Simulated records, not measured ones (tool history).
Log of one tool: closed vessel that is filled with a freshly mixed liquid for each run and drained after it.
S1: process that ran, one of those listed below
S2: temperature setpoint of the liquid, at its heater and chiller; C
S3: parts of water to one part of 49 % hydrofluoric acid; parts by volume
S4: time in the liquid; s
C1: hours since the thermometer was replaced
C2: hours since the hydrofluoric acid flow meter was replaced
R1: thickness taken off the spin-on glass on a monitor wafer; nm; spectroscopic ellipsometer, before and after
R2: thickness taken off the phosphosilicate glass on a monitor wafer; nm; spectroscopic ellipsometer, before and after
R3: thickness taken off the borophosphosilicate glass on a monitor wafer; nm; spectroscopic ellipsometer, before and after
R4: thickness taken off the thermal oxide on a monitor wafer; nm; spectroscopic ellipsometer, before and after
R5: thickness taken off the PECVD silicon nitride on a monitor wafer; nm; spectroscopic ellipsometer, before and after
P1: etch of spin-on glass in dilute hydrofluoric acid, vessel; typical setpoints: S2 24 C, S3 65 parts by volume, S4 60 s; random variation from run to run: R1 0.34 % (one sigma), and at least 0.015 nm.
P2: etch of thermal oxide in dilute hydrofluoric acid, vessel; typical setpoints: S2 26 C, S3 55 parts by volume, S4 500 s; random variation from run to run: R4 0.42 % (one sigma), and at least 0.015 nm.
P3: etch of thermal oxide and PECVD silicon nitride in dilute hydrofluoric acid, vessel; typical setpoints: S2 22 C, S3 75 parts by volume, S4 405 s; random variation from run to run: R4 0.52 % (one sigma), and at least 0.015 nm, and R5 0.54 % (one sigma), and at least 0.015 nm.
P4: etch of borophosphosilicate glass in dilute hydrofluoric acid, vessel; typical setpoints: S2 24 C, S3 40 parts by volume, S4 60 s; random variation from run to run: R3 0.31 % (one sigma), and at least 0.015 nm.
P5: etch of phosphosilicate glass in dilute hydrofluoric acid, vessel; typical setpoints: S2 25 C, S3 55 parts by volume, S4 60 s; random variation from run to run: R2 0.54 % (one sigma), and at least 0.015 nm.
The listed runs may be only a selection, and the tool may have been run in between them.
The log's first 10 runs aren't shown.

Run 11, hour 84.9: S1 P1, S2 24 C, S3 65 parts by volume, S4 60 s; C1 1178.6; C2 505.3. Result: R1 32.798 nm.
Run 12, hour 94.1: S1 P1, S2 20 C, S3 65 parts by volume, S4 30 s; C1 1187.8; C2 514.5. Result: R1 13.977 nm.
Run 13, hour 104.8: S1 P1, S2 24 C, S3 65 parts by volume, S4 30 s; C1 1198.5; C2 525.2. Result: R1 16.348 nm.
Run 14, hour 111.5: S1 P5, S2 25 C, S3 100 parts by volume, S4 60 s; C1 1205.2; C2 531.9. Result: R2 53.272 nm.
Run 15, hour 119.5: S1 P4, S2 24 C, S3 40 parts by volume, S4 60 s; C1 1213.2; C2 539.9. Result: R3 111.73 nm.
Run 16, hour 124.9: S1 P3, S2 22 C, S3 75 parts by volume, S4 200 s; C1 1218.6; C2 545.3. Result: R4 11.895 nm, R5 8.5038 nm.
Run 17, hour 135.4: S1 P4, S2 24 C, S3 40 parts by volume, S4 90 s; C1 1229.1; C2 555.8. Result: R3 167.95 nm.
Run 18, hour 146.6: S1 P3, S2 22 C, S3 75 parts by volume, S4 405 s; C1 1240.3; C2 567. Result: R4 24.216 nm, R5 17.282 nm.
Run 19, hour 155.7: S1 P3, S2 17 C, S3 75 parts by volume, S4 405 s; C1 1249.4; C2 576.1. Result: R4 19.702 nm, R5 12.271 nm.
Run 20, hour 161.2: S1 P1, S2 28 C, S3 105 parts by volume, S4 60 s; C1 1254.9; C2 581.6. Result: R1 22.564 nm.
Run 21, hour 169.9: S1 P2, S2 26 C, S3 55 parts by volume, S4 500 s; C1 1263.6; C2 590.3. Result: R4 49.664 nm.
Run 22, hour 175.2: S1 P1, S2 29.5 C, S3 65 parts by volume, S4 60 s; C1 1268.9; C2 595.6. Result: R1 40.7 nm.
Run 23, hour 184: S1 P1, S2 24 C, S3 65 parts by volume, S4 60 s; C1 1277.7; C2 604.4. Result: R1 33.019 nm.
Run 24, hour 189.8: S1 P5, S2 25 C, S3 55 parts by volume, S4 60 s; C1 1283.5; C2 610.2. Result: R2 101.72 nm.
Run 25, hour 195.5: S1 P1, S2 24 C, S3 65 parts by volume, S4 60 s; C1 1289.2; C2 615.9. Result: R1 32.812 nm.
Run 26, hour 204.9: S1 P2, S2 33.5 C, S3 55 parts by volume, S4 500 s; C1 1298.6; C2 625.3. Result: R4 66.767 nm.
Run 27, hour 211.8: S1 P4, S2 17 C, S3 40 parts by volume, S4 60 s; C1 1305.5; C2 632.2. Result: R3 83.022 nm.
Run 28, hour 220: S1 P3, S2 22 C, S3 140 parts by volume, S4 405 s; C1 1313.7; C2 640.4. Result: R4 11.989 nm, R5 9.4112 nm.
Run 29, hour 230.3: S1 P5, S2 25 C, S3 55 parts by volume, S4 100 s; C1 1324; C2 650.7. Result: R2 169.66 nm.

Estimate the outcome of run 30 from the log above:
Run 30, hour 236.5: S1 P1, S2 24 C, S3 65 parts by volume, S4 90 s; C1 1330.2; C2 656.9. Result: R1 ?.

{"run 30": {"R1": 49.351}}
